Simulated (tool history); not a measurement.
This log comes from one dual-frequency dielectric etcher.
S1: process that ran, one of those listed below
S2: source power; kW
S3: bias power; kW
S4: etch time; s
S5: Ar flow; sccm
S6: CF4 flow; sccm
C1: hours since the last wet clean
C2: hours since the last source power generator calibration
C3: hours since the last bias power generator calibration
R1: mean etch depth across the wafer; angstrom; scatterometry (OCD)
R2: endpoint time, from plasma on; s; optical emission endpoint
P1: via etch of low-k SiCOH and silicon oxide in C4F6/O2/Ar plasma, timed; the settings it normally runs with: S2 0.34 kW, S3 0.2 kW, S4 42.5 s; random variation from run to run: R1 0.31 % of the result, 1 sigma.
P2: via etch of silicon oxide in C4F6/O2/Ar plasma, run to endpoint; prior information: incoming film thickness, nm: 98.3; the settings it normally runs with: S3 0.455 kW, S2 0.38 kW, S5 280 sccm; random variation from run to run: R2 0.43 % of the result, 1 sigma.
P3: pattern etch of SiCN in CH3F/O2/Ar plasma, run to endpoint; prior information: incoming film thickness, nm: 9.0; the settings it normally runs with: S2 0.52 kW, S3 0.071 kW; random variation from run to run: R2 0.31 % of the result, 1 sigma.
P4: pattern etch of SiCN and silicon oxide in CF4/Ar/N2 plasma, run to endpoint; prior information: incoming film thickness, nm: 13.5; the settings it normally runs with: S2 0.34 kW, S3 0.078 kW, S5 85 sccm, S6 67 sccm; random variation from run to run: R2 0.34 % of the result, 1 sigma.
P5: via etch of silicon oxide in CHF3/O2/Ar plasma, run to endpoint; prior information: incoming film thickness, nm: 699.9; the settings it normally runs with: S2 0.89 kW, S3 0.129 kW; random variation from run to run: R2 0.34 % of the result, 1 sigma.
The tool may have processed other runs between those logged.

{"run": 1, "day": 0.562, "S1": "P1", "S2": 0.34, "S3": 0.2, "S4": 42.5, "C1": 218.6, "C2": 518.7, "C3": 287.8, "R1": 1051.4}
{"run": 2, "day": 1.225, "S1": "P1", "S2": 0.34, "S3": 0.2, "S4": 28.5, "C1": 234.5, "C2": 534.6, "C3": 303.7, "R1": 701.94}
{"run": 3, "day": 1.971, "S1": "P5", "S2": 0.89, "S3": 0.177, "C1": 252.4, "C2": 552.5, "C3": 321.6, "R2": 299.1}
{"run": 4, "day": 2.45, "S1": "P2", "S2": 0.38, "S3": 0.455, "S5": 280, "C1": 263.9, "C2": 564, "C3": 333.1, "R2": 22.568}
{"run": 5, "day": 3.0, "S1": "P1", "S2": 0.34, "S3": 0.2, "S4": 42.5, "C1": 277.1, "C2": 577.2, "C3": 346.3, "R1": 1045.5}
{"run": 6, "day": 3.483, "S1": "P4", "S2": 0.34, "S3": 0.078, "S5": 85, "S6": 40, "C1": 288.7, "C2": 588.8, "C3": 357.9, "R2": 20.774}
{"run": 7, "day": 3.925, "S1": "P1", "S2": 0.34, "S3": 0.2, "S4": 42.5, "C1": 299.3, "C2": 599.4, "C3": 368.5, "R1": 1046.8}
{"run": 8, "day": 4.567, "S1": "P1", "S2": 0.34, "S3": 0.2, "S4": 58.5, "C1": 314.7, "C2": 614.8, "C3": 383.9, "R1": 1443.5}
{"run": 9, "day": 5.008, "S1": "P5", "S2": 0.89, "S3": 0.129, "C1": 325.3, "C2": 625.4, "C3": 394.5, "R2": 328.65}
{"run": 10, "day": 5.35, "S1": "P1", "S2": 0.28, "S3": 0.2, "S4": 42.5, "C1": 333.5, "C2": 633.6, "C3": 402.7, "R1": 975.15}
{"run": 11, "day": 5.838, "S1": "P3", "S2": 0.31, "S3": 0.071, "C1": 345.2, "C2": 645.3, "C3": 414.4, "R2": 26.572}
{"run": 12, "day": 6.488, "S1": "P1", "S2": 0.34, "S3": 0.159, "S4": 42.5, "C1": 360.8, "C2": 660.9, "C3": 430, "R1": 972.87}
{"run": 13, "day": 6.988, "S1": "P1", "S2": 0.41, "S3": 0.255, "S4": 42.5, "C1": 372.8, "C2": 672.9, "C3": 442, "R1": 1211}
{"run": 14, "day": 7.542, "S1": "P3", "S2": 0.52, "S3": 0.071, "C1": 386.1, "C2": 686.2, "C3": 455.3, "R2": 21.814}
{"run": 15, "day": 7.967, "S1": "P5", "S2": 1.24, "S3": 0.129, "C1": 396.3, "C2": 696.4, "C3": 465.5, "R2": 289.27}
{"run": 16, "day": 8.683, "S1": "P1", "S2": 0.34, "S3": 0.2, "S4": 42.5, "C1": 413.5, "C2": 713.6, "C3": 482.7, "R1": 1043.4}
{"run": 17, "day": 9.238, "S1": "P1", "S2": 0.34, "S3": 0.2, "S4": 42.5, "C1": 426.8, "C2": 726.9, "C3": 496, "R1": 1042.8}
{"run": 18, "day": 9.758, "S1": "P1", "S2": 0.34, "S3": 0.263, "S4": 42.5, "C1": 439.3, "C2": 739.4, "C3": 508.5, "R1": 1152.3}
{"day": 9.892, "done": "wet clean of the chamber"}
{"run": 19, "day": 10.129, "S1": "P1", "S2": 0.41, "S3": 0.2, "S4": 42.5, "C1": 5.7, "C2": 748.3, "C3": 517.4, "R1": 1118.5}
{"run": 20, "day": 10.6, "S1": "P2", "S2": 0.38, "S3": 0.455, "S5": 168, "C1": 17, "C2": 759.6, "C3": 528.7, "R2": 21.141}
{"run": 21, "day": 11.242, "S1": "P2", "S2": 0.22, "S3": 0.455, "S5": 280, "C1": 32.4, "C2": 775, "C3": 544.1, "R2": 27.272}
{"run": 22, "day": 11.846, "S1": "P4", "S2": 0.34, "S3": 0.078, "S5": 50, "S6": 67, "C1": 46.9, "C2": 789.5, "C3": 558.6, "R2": 18.089}
{"run": 23, "day": 12.379, "S1": "P1", "S2": 0.34, "S3": 0.2, "S4": 42.5, "C1": 59.7, "C2": 802.3, "C3": 571.4, "R1": 1039.5}
{"run": 24, "day": 12.808, "S1": "P4", "S2": 0.34, "S3": 0.045, "S5": 85, "S6": 67, "C1": 70, "C2": 812.6, "C3": 581.7, "R2": 22.924}
{"run": 25, "day": 13.138, "S1": "P3", "S2": 0.52, "S3": 0.094, "C1": 77.9, "C2": 820.5, "C3": 589.6, "R2": 19.714}
{"run": 26, "day": 13.854, "S1": "P4", "S2": 0.34, "S3": 0.078, "S5": 85, "S6": 67, "C1": 95.1, "C2": 837.7, "C3": 606.8, "R2": 19.296}
{"run": 27, "day": 14.608, "S1": "P4", "S2": 0.42, "S3": 0.078, "S5": 85, "S6": 67, "C1": 113.2, "C2": 855.8, "C3": 624.9, "R2": 15.877}
{"run": 28, "day": 15.025, "S1": "P1", "S2": 0.34, "S3": 0.2, "S4": 42.5, "C1": 123.2, "C2": 865.8, "C3": 634.9, "R1": 1046.9}
{"run": 29, "day": 15.704, "S1": "P2", "S2": 0.38, "S3": 0.455, "S5": 280, "C1": 139.5, "C2": 882.1, "C3": 651.2, "R2": 22.523}
{"run": 30, "day": 16.075, "S1": "P1", "S2": 0.42, "S3": 0.2, "S4": 33.5, "C1": 148.4, "C2": 891, "C3": 660.1, "R1": 893.95}
{"run": 31, "day": 16.696, "S1": "P2", "S2": 0.38, "S3": 0.633, "S5": 280, "C1": 163.3, "C2": 905.9, "C3": 675, "R2": 19.79}
{"run": 32, "day": 17.388, "S1": "P5", "S2": 0.89, "S3": 0.129, "C1": 179.9, "C2": 922.5, "C3": 691.6, "R2": 332.08}
{"run": 33, "day": 17.829, "S1": "P1", "S2": 0.34, "S3": 0.2, "S4": 42.5, "C1": 190.5, "C2": 933.1, "C3": 702.2, "R1": 1046.4}
{"run": 34, "day": 18.262, "S1": "P1", "S2": 0.34, "S3": 0.2, "S4": 42.5, "C1": 200.9, "C2": 943.5, "C3": 712.6, "R1": 1040.5}
{"run": 35, "day": 18.854, "S1": "P1", "S2": 0.34, "S3": 0.2, "S4": 42.5, "C1": 215.1, "C2": 957.7, "C3": 726.8, "R1": 1036}
{"run": 36, "day": 19.258, "S1": "P1", "S2": 0.34, "S3": 0.2, "S4": 42.5, "C1": 224.8, "C2": 967.4, "C3": 736.5, "R1": 1034.4}
{"run": 37, "day": 19.629, "S1": "P1", "S2": 0.34, "S3": 0.2, "S4": 42.5, "C1": 233.7, "C2": 976.3, "C3": 745.4, "R1": 1033.4}
{"day": 19.758, "done": "wet clean of the chamber"}
{"run": 38, "day": 20.288, "S1": "P1", "S2": 0.34, "S3": 0.2, "S4": 42.5, "C1": 12.7, "C2": 992.1, "C3": 761.2, "R1": 1031.9}
{"run": 39, "day": 20.771, "S1": "P1", "S2": 0.34, "S3": 0.2, "S4": 42.5, "C1": 24.3, "C2": 1003.7, "C3": 772.8, "R1": 1026.7}
{"run": 40, "day": 21.383, "S1": "P1", "S2": 0.34, "S3": 0.2, "S4": 42.5, "C1": 39, "C2": 1018.4, "C3": 787.5, "R1": 1028.3}

P1 has crept away from where it was. The log is fitted equally well by each of these 2 causes, at the sizes shown:
A: bias power that arrives under what is set, % = 4.66
B: source power that arrives under what is set, % = 3.94
At approximately day 17.829, the process output began to creep.
Each remaining cause and why it is not a fit:
chamber walls in a state that lowers the etch rate, %: work on it at day 19.758, done after the drift set in, did not restore what the process gave before

Consider the 4 check runs below, whose results appear as question marks and each of which averages 2 wafers. Which one distinguishes the causes, in that each cause would give it a clearly different result?
{"run": "check 1", "day": 21.996, "S1": "P3", "S2": 0.32, "S3": 0.086, "R2": "?"}
{"run": "check 2", "day": 21.996, "S1": "P4", "S2": 0.34, "S3": 0.046, "S5": 72, "S6": 67, "R2": "?"}
{"run": "check 3", "day": 21.996, "S1": "P2", "S2": 0.38, "S3": 0.63, "S5": 280, "R2": "?"}
{"run": "check 4", "day": 21.996, "S1": "P5", "S2": 1.23, "S3": 0.155, "R2": "?"}

Expected result of each check under each candidate cause:
check=check_1 result=R2 if_A=24.792 if_B=24.723
check=check_2 result=R2 if_A=22.493 if_B=22.992
check=check_3 result=R2 if_A=20.189 if_B=20.114
check=check_4 result=R2 if_A=278.77 if_B=279.1
How far apart the two closest causes lie, in the result that separates them most: check 1 0.28 %; check 2 2.19 %; check 3 0.37 %; check 4 0.12 %
Of the check runs offered, only check 2 discriminates between the causes; the rest would read about the same regardless of which cause applies.

Then check 2 was run and gave: R2 23.035 s. Which cause is it?

Of the candidate causes, it is B: source power that arrives under what is set, %.
